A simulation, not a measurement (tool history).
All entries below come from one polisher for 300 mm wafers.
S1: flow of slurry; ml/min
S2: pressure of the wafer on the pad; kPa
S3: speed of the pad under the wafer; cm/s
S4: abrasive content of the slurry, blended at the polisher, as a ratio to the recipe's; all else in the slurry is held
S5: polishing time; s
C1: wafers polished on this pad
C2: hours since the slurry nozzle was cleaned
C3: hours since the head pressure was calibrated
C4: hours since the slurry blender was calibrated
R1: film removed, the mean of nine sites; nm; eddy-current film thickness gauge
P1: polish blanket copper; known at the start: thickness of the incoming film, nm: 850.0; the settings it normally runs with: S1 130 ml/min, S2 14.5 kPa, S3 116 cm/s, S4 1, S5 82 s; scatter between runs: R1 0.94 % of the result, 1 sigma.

{"run": 1, "hour": 8.7, "S1": 130, "S2": 14.5, "S3": 116, "S4": 1, "S5": 82, "C1": 372, "C2": 298.6, "C3": 738.9, "C4": 61.9, "R1": 193.85}
{"run": 2, "hour": 18.1, "S1": 130, "S2": 14.5, "S3": 116, "S4": 1, "S5": 82, "C1": 485, "C2": 308, "C3": 748.3, "C4": 71.3, "R1": 196.95}
{"run": 3, "hour": 34.5, "S1": 130, "S2": 14.5, "S3": 116, "S4": 1, "S5": 114, "C1": 681, "C2": 324.4, "C3": 764.7, "C4": 87.7, "R1": 265.87}
{"run": 4, "hour": 44.9, "S1": 130, "S2": 14.5, "S3": 174, "S4": 1, "S5": 82, "C1": 806, "C2": 334.8, "C3": 775.1, "C4": 98.1, "R1": 288.92}
{"run": 5, "hour": 57.0, "S1": 130, "S2": 14.5, "S3": 116, "S4": 1.45, "S5": 82, "C1": 951, "C2": 346.9, "C3": 787.2, "C4": 110.2, "R1": 212.47}
{"run": 6, "hour": 70.6, "S1": 130, "S2": 14.5, "S3": 56, "S4": 1, "S5": 82, "C1": 1113, "C2": 360.5, "C3": 800.8, "C4": 123.8, "R1": 94.724}
{"run": 7, "hour": 83.8, "S1": 130, "S2": 7.6, "S3": 116, "S4": 1, "S5": 82, "C1": 1271, "C2": 373.7, "C3": 814, "C4": 137, "R1": 101.42}
{"run": 8, "hour": 97.3, "S1": 130, "S2": 14.5, "S3": 116, "S4": 1, "S5": 53, "C1": 1433, "C2": 387.2, "C3": 827.5, "C4": 150.5, "R1": 124.43}
{"run": 9, "hour": 110.2, "S1": 130, "S2": 14.5, "S3": 176, "S4": 1, "S5": 61, "C1": 1588, "C2": 400.1, "C3": 840.4, "C4": 163.4, "R1": 218.49}
{"run": 10, "hour": 121.2, "S1": 130, "S2": 14.5, "S3": 116, "S4": 1, "S5": 82, "C1": 1719, "C2": 411.1, "C3": 851.4, "C4": 174.4, "R1": 191.75}
{"run": 11, "hour": 137.7, "S1": 195, "S2": 14.5, "S3": 116, "S4": 1, "S5": 82, "C1": 1917, "C2": 427.6, "C3": 867.9, "C4": 190.9, "R1": 206.09}
{"run": 12, "hour": 148.6, "S1": 80, "S2": 14.5, "S3": 116, "S4": 1, "S5": 82, "C1": 2047, "C2": 438.5, "C3": 878.8, "C4": 201.8, "R1": 173.96}
{"run": 13, "hour": 156.6, "S1": 130, "S2": 6.9, "S3": 52, "S4": 1, "S5": 82, "C1": 2143, "C2": 446.5, "C3": 886.8, "C4": 209.8, "R1": 40.685}
{"run": 14, "hour": 169.6, "S1": 130, "S2": 19.3, "S3": 116, "S4": 1, "S5": 82, "C1": 2299, "C2": 459.5, "C3": 899.8, "C4": 222.8, "R1": 253.2}
{"run": 15, "hour": 180.9, "S1": 130, "S2": 14.5, "S3": 116, "S4": 1, "S5": 82, "C1": 2434, "C2": 470.8, "C3": 911.1, "C4": 234.1, "R1": 193.26}
{"run": 16, "hour": 197.4, "S1": 130, "S2": 14.5, "S3": 116, "S4": 1, "S5": 82, "C1": 2632, "C2": 487.3, "C3": 927.6, "C4": 250.6, "R1": 192.95}
{"run": 17, "hour": 207.9, "S1": 130, "S2": 14.5, "S3": 116, "S4": 1, "S5": 82, "C1": 2757, "C2": 497.8, "C3": 938.1, "C4": 261.1, "R1": 192.03}
{"run": 18, "hour": 222.0, "S1": 130, "S2": 14.5, "S3": 116, "S4": 0.6, "S5": 82, "C1": 2926, "C2": 511.9, "C3": 952.2, "C4": 275.2, "R1": 172.32}
{"run": 19, "hour": 230.8, "S1": 85, "S2": 14.5, "S3": 116, "S4": 0.6, "S5": 82, "C1": 3032, "C2": 520.7, "C3": 961, "C4": 284, "R1": 156.3}
{"run": 20, "hour": 242.2, "S1": 130, "S2": 14.5, "S3": 116, "S4": 1, "S5": 82, "C1": 3168, "C2": 532.1, "C3": 972.4, "C4": 295.4, "R1": 193.71}
{"run": 21, "hour": 253.0, "S1": 130, "S2": 14.5, "S3": 116, "S4": 1, "S5": 82, "C1": 3297, "C2": 542.9, "C3": 983.2, "C4": 306.2, "R1": 186.85}
{"run": 22, "hour": 260.6, "S1": 130, "S2": 14.5, "S3": 116, "S4": 1, "S5": 82, "C1": 3388, "C2": 550.5, "C3": 990.8, "C4": 313.8, "R1": 178.2}
{"run": 23, "hour": 274.2, "S1": 130, "S2": 14.5, "S3": 116, "S4": 1, "S5": 82, "C1": 3551, "C2": 564.1, "C3": 1004.4, "C4": 327.4, "R1": 177.56}
{"run": 24, "hour": 286.0, "S1": 130, "S2": 14.5, "S3": 116, "S4": 1, "S5": 82, "C1": 3693, "C2": 575.9, "C3": 1016.2, "C4": 339.2, "R1": 176.66}
{"hour": 289.2, "done": "head pressure recalibrated"}
{"run": 25, "hour": 298.0, "S1": 130, "S2": 14.5, "S3": 116, "S4": 1, "S5": 82, "C1": 3836, "C2": 587.9, "C3": 8.8, "C4": 351.2, "R1": 171.21}
{"run": 26, "hour": 310.0, "S1": 130, "S2": 14.5, "S3": 116, "S4": 1, "S5": 82, "C1": 3980, "C2": 599.9, "C3": 20.8, "C4": 363.2, "R1": 172.99}
{"hour": 315.7, "done": "slurry blender recalibrated"}
{"run": 27, "hour": 323.7, "S1": 130, "S2": 14.5, "S3": 116, "S4": 1, "S5": 82, "C1": 4144, "C2": 613.6, "C3": 34.5, "C4": 8, "R1": 172.64}
{"run": 28, "hour": 335.5, "S1": 130, "S2": 14.5, "S3": 116, "S4": 1, "S5": 82, "C1": 4285, "C2": 625.4, "C3": 46.3, "C4": 19.8, "R1": 171.11}
{"run": 29, "hour": 342.9, "S1": 130, "S2": 14.5, "S3": 116, "S4": 1, "S5": 82, "C1": 4374, "C2": 632.8, "C3": 53.7, "C4": 27.2, "R1": 173.04}

P1 has crept away from where it was. The log is fitted equally well by each of these 2 causes, at the sizes shown:
A: slurry flow missing at the pad, % = 39
B: removal rate lost through wear of the pad, % = 11.5
The gradual shift began around hour 242.2.
What rules out each remaining cause:
head's pressure below its setpoint, %: serviced at hour 289.2, which brought nothing back
abrasive missing from the slurry, %: serviced at hour 315.7, which brought nothing back

Of the 4 check runs below, each run on 2 wafers with the results averaged and each result still a question mark, which one would tell the listed causes apart?
{"run": "check 1", "hour": 350.3, "S1": 130, "S2": 14.5, "S3": 116, "S4": 1.25, "S5": 82, "R1": "?"}
{"run": "check 2", "hour": 350.3, "S1": 130, "S2": 14.5, "S3": 58, "S4": 1.4, "S5": 82, "R1": "?"}
{"run": "check 3", "hour": 350.3, "S1": 130, "S2": 14.5, "S3": 116, "S4": 0.8, "S5": 82, "R1": "?"}
{"run": "check 4", "hour": 350.3, "S1": 85, "S2": 14.5, "S3": 82, "S4": 1, "S5": 82, "R1": "?"}

What every check run would give for each of its results, assuming each possible cause in turn:
check=check_1 result=R1 if_A=179.5 if_B=179.58
check=check_2 result=R1 if_A=92.031 if_B=92.073
check=check_3 result=R1 if_A=163.13 if_B=163.21
check=check_4 result=R1 if_A=103.48 if_B=109.21
Per check, the gap between the least separated pair of causes, taken in the result that splits them most: check 1 0.05 %; check 2 0.05 %; check 3 0.05 %; check 4 5.39 %
Only in check 4 would the causes give clearly different results; in the remaining checks their results would be nearly the same.

With check 4 done, the readings were: R1 110.47 nm. Identify which of the listed causes applies.

It was cause B: removal rate lost through wear of the pad, %.
